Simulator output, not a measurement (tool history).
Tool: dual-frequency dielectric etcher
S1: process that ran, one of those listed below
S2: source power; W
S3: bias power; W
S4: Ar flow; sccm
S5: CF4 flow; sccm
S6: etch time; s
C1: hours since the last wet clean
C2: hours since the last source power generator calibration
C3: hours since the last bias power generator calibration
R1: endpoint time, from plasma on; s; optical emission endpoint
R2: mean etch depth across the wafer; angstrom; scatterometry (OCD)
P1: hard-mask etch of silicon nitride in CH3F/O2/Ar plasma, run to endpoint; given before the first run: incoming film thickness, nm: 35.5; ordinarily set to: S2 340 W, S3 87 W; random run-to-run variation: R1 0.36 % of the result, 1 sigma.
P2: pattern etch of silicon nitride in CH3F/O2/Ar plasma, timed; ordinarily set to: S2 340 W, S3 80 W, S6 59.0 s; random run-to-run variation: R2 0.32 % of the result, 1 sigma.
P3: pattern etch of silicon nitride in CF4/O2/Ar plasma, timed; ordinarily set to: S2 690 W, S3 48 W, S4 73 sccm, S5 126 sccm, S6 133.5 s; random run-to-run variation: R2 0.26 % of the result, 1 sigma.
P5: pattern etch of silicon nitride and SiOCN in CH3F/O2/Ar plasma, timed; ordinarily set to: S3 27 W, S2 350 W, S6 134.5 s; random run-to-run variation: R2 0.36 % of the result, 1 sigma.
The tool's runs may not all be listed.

| run | hour | S1 | S2 | S3 | S4 | S5 | S6 | C1 | C2 | C3 | R1 | R2 |
|---|---|---|---|---|---|---|---|---|---|---|---|---|
| 1 | 8.1 | P1 | 340 | 87 |  |  |  | 181.4 | 1025.6 | 1340.4 | 51.515 |  |
| 2 | 15.5 | P3 | 690 | 48 | 52 | 126 | 133.5 | 188.8 | 1033.0 | 1347.8 |  | 3652.50 |
| 3 | 19.2 | P3 | 690 | 48 | 73 | 173 | 133.5 | 192.5 | 1036.7 | 1351.5 |  | 3660.30 |
| 4 | 23.0 | P1 | 460 | 111 |  |  |  | 196.3 | 1040.5 | 1355.3 | 41.864 |  |
| 5 | 27.9 | P3 | 690 | 58 | 73 | 126 | 133.5 | 201.2 | 1045.4 | 1360.2 |  | 3778.80 |
| 6 | 31.8 | P3 | 880 | 48 | 73 | 126 | 133.5 | 205.1 | 1049.3 | 1364.1 |  | 4380.20 |
| 7 | 38.0 | P1 | 340 | 54 |  |  |  | 211.3 | 1055.5 | 1370.3 | 60.533 |  |
| 8 | 45.0 | P2 | 340 | 80 |  |  | 59.0 | 218.3 | 1062.5 | 1377.3 |  | 402.22 |
| 9 | 49.8 | P3 | 690 | 48 | 73 | 126 | 194.5 | 223.1 | 1067.3 | 1382.1 |  | 5188.10 |
| 10 | 57.5 | P1 | 340 | 87 |  |  |  | 230.8 | 1075.0 | 1389.8 | 51.367 |  |
| 11 | 63.6 | P3 | 690 | 48 | 73 | 126 | 133.5 | 236.9 | 1081.1 | 1395.9 |  | 3531.10 |
| 12 | 70.5 | P5 | 350 | 27 |  |  | 134.5 | 243.8 | 1088.0 | 1402.8 |  | 183.45 |
| 13 | 75.5 | P2 | 340 | 80 |  |  | 72.0 | 248.8 | 1093.0 | 1407.8 |  | 492.48 |
| 14 | 82.9 | P1 | 340 | 87 |  |  |  | 256.2 | 1100.4 | 1415.2 | 51.335 |  |
| 15 | 87.3 | P1 | 230 | 87 |  |  |  | 260.6 | 1104.8 | 1419.6 | 59.587 |  |
| 16 | 91.1 | P1 | 340 | 87 |  |  |  | 264.4 | 1108.6 | 1423.4 | 51.150 |  |
| 17 | 96.8 | P5 | 430 | 27 |  |  | 134.5 | 270.1 | 1114.3 | 1429.1 |  | 195.67 |
| 18 | 102.9 | P2 | 410 | 80 |  |  | 59.0 | 276.2 | 1120.4 | 1435.2 |  | 434.37 |
| 19 | 109.0 | P5 | 350 | 34 |  |  | 134.5 | 282.3 | 1126.5 | 1441.3 |  | 202.89 |
| 20 | 114.7 | P2 | 340 | 80 |  |  | 59.0 | 288.0 | 1132.2 | 1447.0 |  | 404.18 |
| 21 | 122.2 | P2 | 340 | 101 |  |  | 59.0 | 295.5 | 1139.7 | 1454.5 |  | 439.70 |
|  | 122.9 | wet clean of the chamber |
| 22 | 129.9 | P1 | 340 | 111 |  |  |  | 7.1 | 1147.4 | 1462.2 | 46.518 |  |

Expected results for the next run?
| 23 | 134.2 | P5 | 350 | 27 |  |  | 100.0 | 11.4 | 1151.7 | 1466.5 |  | ? |

R2: 137.02 angstrom
